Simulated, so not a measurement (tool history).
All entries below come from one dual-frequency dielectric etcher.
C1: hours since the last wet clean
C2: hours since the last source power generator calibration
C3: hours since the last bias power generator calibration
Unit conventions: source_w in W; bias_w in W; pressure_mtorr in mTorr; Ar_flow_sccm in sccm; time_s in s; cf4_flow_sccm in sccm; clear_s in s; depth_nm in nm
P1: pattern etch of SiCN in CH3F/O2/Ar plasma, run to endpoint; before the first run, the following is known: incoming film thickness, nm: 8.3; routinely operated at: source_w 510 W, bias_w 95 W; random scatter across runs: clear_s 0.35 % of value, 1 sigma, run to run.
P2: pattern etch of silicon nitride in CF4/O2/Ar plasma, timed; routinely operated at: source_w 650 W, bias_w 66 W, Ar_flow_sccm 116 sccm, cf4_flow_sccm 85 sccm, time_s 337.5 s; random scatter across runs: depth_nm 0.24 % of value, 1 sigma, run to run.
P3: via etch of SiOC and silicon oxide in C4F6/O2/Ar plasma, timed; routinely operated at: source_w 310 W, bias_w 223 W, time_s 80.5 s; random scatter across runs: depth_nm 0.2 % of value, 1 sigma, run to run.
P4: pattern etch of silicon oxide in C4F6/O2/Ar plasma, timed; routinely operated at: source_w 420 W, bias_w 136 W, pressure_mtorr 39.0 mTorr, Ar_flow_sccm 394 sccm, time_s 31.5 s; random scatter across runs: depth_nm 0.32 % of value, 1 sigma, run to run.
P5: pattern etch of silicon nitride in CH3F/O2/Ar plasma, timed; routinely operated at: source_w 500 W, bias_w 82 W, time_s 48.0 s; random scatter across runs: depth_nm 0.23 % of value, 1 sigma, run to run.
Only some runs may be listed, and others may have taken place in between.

{"run": 1, "day": 0.288, "process": "P1", "source_w": 510, "bias_w": 95, "C1": 284.9, "C2": 339.2, "C3": 2121.5, "clear_s": 17.906}
{"run": 2, "day": 0.579, "process": "P4", "source_w": 420, "bias_w": 136, "pressure_mtorr": 39.0, "Ar_flow_sccm": 394, "time_s": 31.5, "C1": 291.9, "C2": 346.2, "C3": 2128.5, "depth_nm": 86.606}
{"run": 3, "day": 0.725, "process": "P1", "source_w": 310, "bias_w": 95, "C1": 295.4, "C2": 349.7, "C3": 2132.0, "clear_s": 21.329}
{"run": 4, "day": 0.875, "process": "P5", "source_w": 500, "bias_w": 103, "time_s": 48.0, "C1": 299.0, "C2": 353.3, "C3": 2135.6, "depth_nm": 40.605}
{"run": 5, "day": 1.179, "process": "P2", "source_w": 790, "bias_w": 66, "Ar_flow_sccm": 116, "time_s": 337.5, "cf4_flow_sccm": 85, "C1": 306.3, "C2": 360.6, "C3": 2142.9, "depth_nm": 1024.9}
{"run": 6, "day": 1.458, "process": "P1", "source_w": 510, "bias_w": 95, "C1": 313.0, "C2": 367.3, "C3": 2149.6, "clear_s": 17.755}
{"run": 7, "day": 1.75, "process": "P1", "source_w": 680, "bias_w": 126, "C1": 320.0, "C2": 374.3, "C3": 2156.6, "clear_s": 14.341}
{"run": 8, "day": 2.046, "process": "P2", "source_w": 650, "bias_w": 66, "Ar_flow_sccm": 116, "time_s": 337.5, "cf4_flow_sccm": 85, "C1": 327.1, "C2": 381.4, "C3": 2163.7, "depth_nm": 863.53}
{"run": 9, "day": 2.292, "process": "P4", "source_w": 420, "bias_w": 136, "pressure_mtorr": 39.0, "Ar_flow_sccm": 259, "time_s": 31.5, "C1": 333.0, "C2": 387.3, "C3": 2169.6, "depth_nm": 91.379}
{"run": 10, "day": 2.596, "process": "P1", "source_w": 510, "bias_w": 127, "C1": 340.3, "C2": 394.6, "C3": 2176.9, "clear_s": 15.868}
{"run": 11, "day": 2.862, "process": "P3", "source_w": 310, "bias_w": 164, "time_s": 80.5, "C1": 346.7, "C2": 401.0, "C3": 2183.3, "depth_nm": 80.781}
{"run": 12, "day": 3.012, "process": "P4", "source_w": 420, "bias_w": 136, "pressure_mtorr": 26.5, "Ar_flow_sccm": 394, "time_s": 31.5, "C1": 350.3, "C2": 404.6, "C3": 2186.9, "depth_nm": 90.722}
{"day": 3.133, "done": "source power generator calibrated"}
{"run": 13, "day": 3.271, "process": "P2", "source_w": 650, "bias_w": 66, "Ar_flow_sccm": 83, "time_s": 337.5, "cf4_flow_sccm": 85, "C1": 356.5, "C2": 3.4, "C3": 2193.1, "depth_nm": 901.78}
{"run": 14, "day": 3.454, "process": "P4", "source_w": 580, "bias_w": 136, "pressure_mtorr": 39.0, "Ar_flow_sccm": 394, "time_s": 31.5, "C1": 360.9, "C2": 7.8, "C3": 2197.5, "depth_nm": 98.64}
{"run": 15, "day": 3.638, "process": "P3", "source_w": 310, "bias_w": 223, "time_s": 44.5, "C1": 365.3, "C2": 12.2, "C3": 2201.9, "depth_nm": 49.493}
{"run": 16, "day": 3.896, "process": "P3", "source_w": 310, "bias_w": 223, "time_s": 80.5, "C1": 371.5, "C2": 18.4, "C3": 2208.1, "depth_nm": 89.706}
{"run": 17, "day": 4.038, "process": "P1", "source_w": 510, "bias_w": 95, "C1": 374.9, "C2": 21.8, "C3": 2211.5, "clear_s": 17.814}
{"run": 18, "day": 4.196, "process": "P4", "source_w": 420, "bias_w": 177, "pressure_mtorr": 39.0, "Ar_flow_sccm": 394, "time_s": 31.5, "C1": 378.7, "C2": 25.6, "C3": 2215.3, "depth_nm": 94.041}
{"run": 19, "day": 4.338, "process": "P2", "source_w": 650, "bias_w": 92, "Ar_flow_sccm": 116, "time_s": 337.5, "cf4_flow_sccm": 85, "C1": 382.1, "C2": 29.0, "C3": 2218.7, "depth_nm": 990.81}
{"run": 20, "day": 4.567, "process": "P2", "source_w": 650, "bias_w": 66, "Ar_flow_sccm": 116, "time_s": 337.5, "cf4_flow_sccm": 85, "C1": 387.6, "C2": 34.5, "C3": 2224.2, "depth_nm": 866.19}
{"run": 21, "day": 4.721, "process": "P1", "source_w": 390, "bias_w": 57, "C1": 391.3, "C2": 38.2, "C3": 2227.9, "clear_s": 23.418}
{"run": 22, "day": 4.896, "process": "P1", "source_w": 510, "bias_w": 95, "C1": 395.5, "C2": 42.4, "C3": 2232.1, "clear_s": 17.672}
{"run": 23, "day": 5.071, "process": "P1", "source_w": 510, "bias_w": 61, "C1": 399.7, "C2": 46.6, "C3": 2236.3, "clear_s": 20.71}
{"run": 24, "day": 5.333, "process": "P2", "source_w": 650, "bias_w": 66, "Ar_flow_sccm": 116, "time_s": 337.5, "cf4_flow_sccm": 102, "C1": 406.0, "C2": 52.9, "C3": 2242.6, "depth_nm": 885.38}
{"run": 25, "day": 5.612, "process": "P3", "source_w": 310, "bias_w": 223, "time_s": 80.5, "C1": 412.7, "C2": 59.6, "C3": 2249.3, "depth_nm": 89.434}
{"run": 26, "day": 5.754, "process": "P1", "source_w": 700, "bias_w": 95, "C1": 416.1, "C2": 63.0, "C3": 2252.7, "clear_s": 15.759}
{"run": 27, "day": 6.017, "process": "P1", "source_w": 510, "bias_w": 95, "C1": 422.4, "C2": 69.3, "C3": 2259.0, "clear_s": 17.886}
{"run": 28, "day": 6.225, "process": "P4", "source_w": 420, "bias_w": 136, "pressure_mtorr": 39.0, "Ar_flow_sccm": 394, "time_s": 31.5, "C1": 427.4, "C2": 74.3, "C3": 2264.0, "depth_nm": 86.251}
{"run": 29, "day": 6.442, "process": "P5", "source_w": 500, "bias_w": 82, "time_s": 36.5, "C1": 432.6, "C2": 79.5, "C3": 2269.2, "depth_nm": 28.376}
{"run": 30, "day": 6.646, "process": "P3", "source_w": 410, "bias_w": 223, "time_s": 80.5, "C1": 437.5, "C2": 84.4, "C3": 2274.1, "depth_nm": 99.68}
{"run": 31, "day": 6.883, "process": "P5", "source_w": 330, "bias_w": 82, "time_s": 48.0, "C1": 443.2, "C2": 90.1, "C3": 2279.8, "depth_nm": 31.841}
{"run": 32, "day": 7.158, "process": "P5", "source_w": 500, "bias_w": 82, "time_s": 48.0, "C1": 449.8, "C2": 96.7, "C3": 2286.4, "depth_nm": 37.258}
{"run": 33, "day": 7.425, "process": "P2", "source_w": 650, "bias_w": 66, "Ar_flow_sccm": 116, "time_s": 185.5, "cf4_flow_sccm": 85, "C1": 456.2, "C2": 103.1, "C3": 2292.8, "depth_nm": 475.62}
{"run": 34, "day": 7.65, "process": "P4", "source_w": 420, "bias_w": 136, "pressure_mtorr": 39.0, "Ar_flow_sccm": 394, "time_s": 24.0, "C1": 461.6, "C2": 108.5, "C3": 2298.2, "depth_nm": 66.078}
{"run": 35, "day": 7.938, "process": "P1", "source_w": 510, "bias_w": 95, "C1": 468.5, "C2": 115.4, "C3": 2305.1, "clear_s": 17.728}
{"run": 36, "day": 8.196, "process": "P1", "source_w": 510, "bias_w": 95, "C1": 474.7, "C2": 121.6, "C3": 2311.3, "clear_s": 17.827}
{"run": 37, "day": 8.333, "process": "P1", "source_w": 510, "bias_w": 95, "C1": 478.0, "C2": 124.9, "C3": 2314.6, "clear_s": 17.626}
{"run": 38, "day": 8.5, "process": "P1", "source_w": 510, "bias_w": 95, "C1": 482.0, "C2": 128.9, "C3": 2318.6, "clear_s": 17.514}
{"run": 39, "day": 8.771, "process": "P1", "source_w": 510, "bias_w": 95, "C1": 488.5, "C2": 135.4, "C3": 2325.1, "clear_s": 17.59}
{"day": 8.892, "done": "wet clean of the chamber"}
{"run": 40, "day": 9.017, "process": "P1", "source_w": 510, "bias_w": 95, "C1": 3.0, "C2": 141.3, "C3": 2331.0, "clear_s": 17.537}
{"run": 41, "day": 9.204, "process": "P1", "source_w": 510, "bias_w": 95, "C1": 7.5, "C2": 145.8, "C3": 2335.5, "clear_s": 17.278}
{"run": 42, "day": 9.392, "process": "P1", "source_w": 510, "bias_w": 95, "C1": 12.0, "C2": 150.3, "C3": 2340.0, "clear_s": 17.382}
{"run": 43, "day": 9.683, "process": "P1", "source_w": 510, "bias_w": 95, "C1": 19.0, "C2": 157.3, "C3": 2347.0, "clear_s": 17.341}
{"run": 44, "day": 9.812, "process": "P1", "source_w": 510, "bias_w": 95, "C1": 22.1, "C2": 160.4, "C3": 2350.1, "clear_s": 17.404}

Compared with where it was, what P1 gives has crept away. Each cause listed below fits the log as well as the rest, at the size given for it:
A: source power that arrives over what is set, % = 4.85
B: bias power that arrives over what is set, % = 4.88
At approximately day 8.196, the process output began to creep.
All other causes, with the reason each is excluded:
chamber walls in a state that raises the etch rate, %: maintenance at day 8.892, after the shift began, did not return the process to its former output

Question marks stand in for the results of the 4 check runs listed below, each run on one wafer. Under which run would the listed causes show clearly different results?
{"run": "check 1", "day": 9.942, "process": "P5", "source_w": 500, "bias_w": 96, "time_s": 48.0, "depth_nm": "?"}
{"run": "check 2", "day": 9.942, "process": "P3", "source_w": 400, "bias_w": 223, "time_s": 61.5, "depth_nm": "?"}
{"run": "check 3", "day": 9.942, "process": "P4", "source_w": 530, "bias_w": 136, "pressure_mtorr": 39.0, "Ar_flow_sccm": 394, "time_s": 26.0, "depth_nm": "?"}
{"run": "check 4", "day": 9.942, "process": "P2", "source_w": 650, "bias_w": 66, "Ar_flow_sccm": 86, "time_s": 337.5, "cf4_flow_sccm": 85, "depth_nm": "?"}

What every check run would give for each of its results, assuming each possible cause in turn:
check=check_1 result=depth_nm if_A=40.079 if_B=40.055
check=check_2 result=depth_nm if_A=76.738 if_B=76.580
check=check_3 result=depth_nm if_A=80.235 if_B=79.830
check=check_4 result=depth_nm if_A=935.960 if_B=915.140
Gap, in per cent, between the two causes that each check separates least, read from the result that separates them most: check 1 0.06 %; check 2 0.2 %; check 3 0.51 %; check 4 2.25 %
The other checks would show nearly matching results whichever cause is true, so check 4 is the only one that separates the causes.

Check 4 was carried out, with these results: depth_nm 917.110 nm. Which of the listed causes is responsible?

Of the candidate causes, it is B: bias power that arrives over what is set, %.

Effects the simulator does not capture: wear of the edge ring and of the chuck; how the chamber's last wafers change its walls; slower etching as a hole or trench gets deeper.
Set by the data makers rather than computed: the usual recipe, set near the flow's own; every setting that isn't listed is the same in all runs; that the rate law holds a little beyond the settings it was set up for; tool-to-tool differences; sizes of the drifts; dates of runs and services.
